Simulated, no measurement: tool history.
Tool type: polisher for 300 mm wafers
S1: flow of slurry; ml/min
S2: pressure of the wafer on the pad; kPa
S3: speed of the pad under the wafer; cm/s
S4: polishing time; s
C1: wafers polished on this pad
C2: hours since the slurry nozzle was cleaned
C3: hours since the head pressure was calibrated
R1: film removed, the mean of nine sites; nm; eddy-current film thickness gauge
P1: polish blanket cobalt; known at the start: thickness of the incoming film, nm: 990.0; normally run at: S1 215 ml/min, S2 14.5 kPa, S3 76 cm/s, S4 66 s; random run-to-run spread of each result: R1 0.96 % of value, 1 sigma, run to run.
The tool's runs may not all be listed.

run 1 day=0.417 | S1=215 S2=14.5 S3=76 S4=66 | C1=355 C2=192.7 C3=289 | R1=312.01
run 2 day=0.825 | S1=215 S2=14.5 S3=106 S4=49 | C1=454 C2=202.5 C3=298.8 | R1=328.69
run 3 day=1.404 | S1=215 S2=14.5 S3=40 S4=87 | C1=595 C2=216.4 C3=312.7 | R1=219.06
run 4 day=1.796 | S1=215 S2=21.4 S3=76 S4=66 | C1=690 C2=225.8 C3=322.1 | R1=462.74
run 5 day=2.35 | S1=130 S2=14.5 S3=76 S4=66 | C1=824 C2=239.1 C3=335.4 | R1=290.98
run 6 day=2.638 | S1=215 S2=14.5 S3=34 S4=66 | C1=894 C2=246 C3=342.3 | R1=140.18
run 7 day=2.9 | S1=335 S2=14.5 S3=76 S4=66 | C1=957 C2=252.3 C3=348.6 | R1=328.12
run 8 day=3.442 | S1=215 S2=7.6 S3=76 S4=66 | C1=1089 C2=265.3 C3=361.6 | R1=162.92
run 9 day=4 | S1=215 S2=14.5 S3=76 S4=66 | C1=1224 C2=278.7 C3=375 | R1=316.1
run 10 day=4.454 | S1=215 S2=14.5 S3=120 S4=66 | C1=1334 C2=289.6 C3=385.9 | R1=487.84
run 11 day=4.979 | S1=215 S2=14.5 S3=76 S4=89 | C1=1461 C2=302.2 C3=398.5 | R1=434.02
run 12 day=5.454 | S1=215 S2=14.5 S3=76 S4=39 | C1=1576 C2=313.6 C3=409.9 | R1=185.69
run 13 day=5.783 | S1=215 S2=22.1 S3=104 S4=66 | C1=1656 C2=321.5 C3=417.8 | R1=664.35
run 14 day=6.079 | S1=215 S2=14.5 S3=76 S4=66 | C1=1728 C2=328.6 C3=424.9 | R1=311.31
run 15 day=6.679 | S1=215 S2=14.5 S3=76 S4=66 | C1=1873 C2=343 C3=439.3 | R1=319.24
run 16 day=7.225 | S1=215 S2=14.5 S3=76 S4=66 | C1=2005 C2=356.1 C3=452.4 | R1=310.22
run 17 day=7.779 | S1=215 S2=14.5 S3=76 S4=66 | C1=2140 C2=369.4 C3=465.7 | R1=307.53
run 18 day=8.275 | S1=215 S2=14.5 S3=76 S4=66 | C1=2260 C2=381.3 C3=477.6 | R1=303.38
run 19 day=8.542 | S1=215 S2=14.5 S3=76 S4=66 | C1=2325 C2=387.7 C3=484 | R1=299.32
-- day=8.883 head pressure recalibrated
run 20 day=8.975 | S1=215 S2=14.5 S3=76 S4=66 | C1=2430 C2=398.1 C3=2.2 | R1=301.34
run 21 day=9.392 | S1=215 S2=14.5 S3=76 S4=66 | C1=2531 C2=408.1 C3=12.2 | R1=297.98
run 22 day=9.788 | S1=215 S2=14.5 S3=76 S4=66 | C1=2626 C2=417.6 C3=21.7 | R1=289.93
run 23 day=10.062 | S1=215 S2=14.5 S3=76 S4=66 | C1=2693 C2=424.2 C3=28.3 | R1=291.21

What does the tool deliver on the next run?
run 24 day=10.379 | S1=215 S2=14.5 S3=76 S4=66 | C1=2770 C2=431.8 C3=35.9 | R1=?

{"run 24": {"R1": 287.23}}

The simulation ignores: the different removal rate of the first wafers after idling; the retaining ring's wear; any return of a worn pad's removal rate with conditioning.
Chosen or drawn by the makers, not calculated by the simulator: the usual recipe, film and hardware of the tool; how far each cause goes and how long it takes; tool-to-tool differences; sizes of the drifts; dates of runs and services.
